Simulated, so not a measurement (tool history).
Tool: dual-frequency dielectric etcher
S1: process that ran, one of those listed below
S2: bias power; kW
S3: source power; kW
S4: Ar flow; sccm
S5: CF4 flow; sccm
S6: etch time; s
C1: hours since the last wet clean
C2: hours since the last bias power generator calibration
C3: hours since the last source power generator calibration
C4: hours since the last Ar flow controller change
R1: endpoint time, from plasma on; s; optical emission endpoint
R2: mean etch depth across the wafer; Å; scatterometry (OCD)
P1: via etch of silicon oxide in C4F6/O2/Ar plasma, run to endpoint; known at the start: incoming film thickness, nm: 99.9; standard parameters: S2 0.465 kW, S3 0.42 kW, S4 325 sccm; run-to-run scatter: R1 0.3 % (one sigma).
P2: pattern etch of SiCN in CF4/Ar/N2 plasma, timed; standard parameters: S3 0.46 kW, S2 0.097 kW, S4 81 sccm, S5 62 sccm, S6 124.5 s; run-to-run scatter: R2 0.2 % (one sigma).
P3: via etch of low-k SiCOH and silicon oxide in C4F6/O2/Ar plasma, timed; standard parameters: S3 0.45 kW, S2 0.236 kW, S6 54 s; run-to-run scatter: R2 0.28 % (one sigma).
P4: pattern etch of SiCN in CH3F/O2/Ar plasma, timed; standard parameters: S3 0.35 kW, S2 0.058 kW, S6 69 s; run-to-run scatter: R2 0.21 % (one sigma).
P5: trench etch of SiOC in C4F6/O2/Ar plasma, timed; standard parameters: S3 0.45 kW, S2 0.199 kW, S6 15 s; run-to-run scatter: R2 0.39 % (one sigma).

Run 1, day 0.292: S1 P1, S2 0.465 kW, S3 0.42 kW, S4 325 sccm; C1 110.4; C2 611.7; C3 1000.5; C4 394.6. Result: R1 22.197 s.
Run 2, day 0.567: S1 P1, S2 0.465 kW, S3 0.42 kW, S4 325 sccm; C1 117; C2 618.3; C3 1007.1; C4 401.2. Result: R1 22.185 s.
Run 3, day 0.796: S1 P2, S2 0.068 kW, S3 0.46 kW, S4 81 sccm, S5 62 sccm, S6 124.5 s; C1 122.5; C2 623.8; C3 1012.6; C4 406.7. Result: R2 1097.1 Å.
Run 4, day 1.196: S1 P4, S2 0.058 kW, S3 0.24 kW, S6 69 s; C1 132.1; C2 633.4; C3 1022.2; C4 416.3. Result: R2 195.36 Å.
Run 5, day 1.396: S1 P1, S2 0.465 kW, S3 0.42 kW, S4 325 sccm; C1 136.9; C2 638.2; C3 1027; C4 421.1. Result: R1 22.148 s.
Run 6, day 1.679: S1 P1, S2 0.465 kW, S3 0.26 kW, S4 325 sccm; C1 143.7; C2 645; C3 1033.8; C4 427.9. Result: R1 26.508 s.
Run 7, day 1.917: S1 P4, S2 0.058 kW, S3 0.35 kW, S6 49.5 s; C1 149.4; C2 650.7; C3 1039.5; C4 433.6. Result: R2 161.8 Å.
Run 8, day 2.154: S1 P1, S2 0.465 kW, S3 0.53 kW, S4 325 sccm; C1 155.1; C2 656.4; C3 1045.2; C4 439.3. Result: R1 20.344 s.
Run 9, day 2.475: S1 P3, S2 0.236 kW, S3 0.58 kW, S6 54 s; C1 162.8; C2 664.1; C3 1052.9; C4 447. Result: R2 1871.1 Å.
Run 10, day 2.833: S1 P1, S2 0.465 kW, S3 0.5 kW, S4 199 sccm; C1 171.4; C2 672.7; C3 1061.5; C4 455.6. Result: R1 19.752 s.
Run 11, day 3.183: S1 P5, S2 0.155 kW, S3 0.45 kW, S6 15 s; C1 179.8; C2 681.1; C3 1069.9; C4 464. Result: R2 305.85 Å.
Run 12, day 3.446: S1 P4, S2 0.058 kW, S3 0.35 kW, S6 69 s; C1 186.1; C2 687.4; C3 1076.2; C4 470.3. Result: R2 225.61 Å.
Run 13, day 3.662: S1 P1, S2 0.465 kW, S3 0.42 kW, S4 408 sccm; C1 191.3; C2 692.6; C3 1081.4; C4 475.5. Result: R1 22.92 s.
Run 14, day 3.871: S1 P2, S2 0.097 kW, S3 0.46 kW, S4 81 sccm, S5 39 sccm, S6 124.5 s; C1 196.3; C2 697.6; C3 1086.4; C4 480.5. Result: R2 1165.4 Å.
Run 15, day 4.229: S1 P1, S2 0.38 kW, S3 0.42 kW, S4 435 sccm; C1 204.9; C2 706.2; C3 1095; C4 489.1. Result: R1 24.678 s.
Run 16, day 4.471: S1 P2, S2 0.097 kW, S3 0.3 kW, S4 81 sccm, S5 62 sccm, S6 124.5 s; C1 210.7; C2 712; C3 1100.8; C4 494.9. Result: R2 856.07 Å.
Run 17, day 4.788: S1 P3, S2 0.236 kW, S3 0.45 kW, S6 29.5 s; C1 218.3; C2 719.6; C3 1108.4; C4 502.5. Result: R2 928.96 Å.
Run 18, day 5.079: S1 P1, S2 0.567 kW, S3 0.42 kW, S4 270 sccm; C1 225.3; C2 726.6; C3 1115.4; C4 509.5. Result: R1 20.092 s.
Run 19, day 5.446: S1 P1, S2 0.295 kW, S3 0.42 kW, S4 325 sccm; C1 234.1; C2 735.4; C3 1124.2; C4 518.3. Result: R1 26.094 s.
Run 20, day 5.638: S1 P5, S2 0.199 kW, S3 0.45 kW, S6 15 s; C1 238.7; C2 740; C3 1128.8; C4 522.9. Result: R2 329.38 Å.
Run 21, day 5.992: S1 P2, S2 0.097 kW, S3 0.46 kW, S4 81 sccm, S5 62 sccm, S6 124.5 s; C1 247.2; C2 748.5; C3 1137.3; C4 531.4. Result: R2 1242.4 Å.
Run 22, day 6.379: S1 P5, S2 0.199 kW, S3 0.45 kW, S6 19.5 s; C1 256.5; C2 757.8; C3 1146.6; C4 540.7. Result: R2 429.81 Å.
Run 23, day 6.683: S1 P1, S2 0.465 kW, S3 0.42 kW, S4 325 sccm; C1 263.8; C2 765.1; C3 1153.9; C4 548. Result: R1 22.232 s.

Run 24 has not been measured yet. What should we expect?
Run 24, day 7.038: S1 P2, S2 0.097 kW, S3 0.46 kW, S4 53 sccm, S5 62 sccm, S6 124.5 s; C1 272.3; C2 773.6; C3 1162.4; C4 556.5. Result: R2 ?.

R2: 1307.5 Å
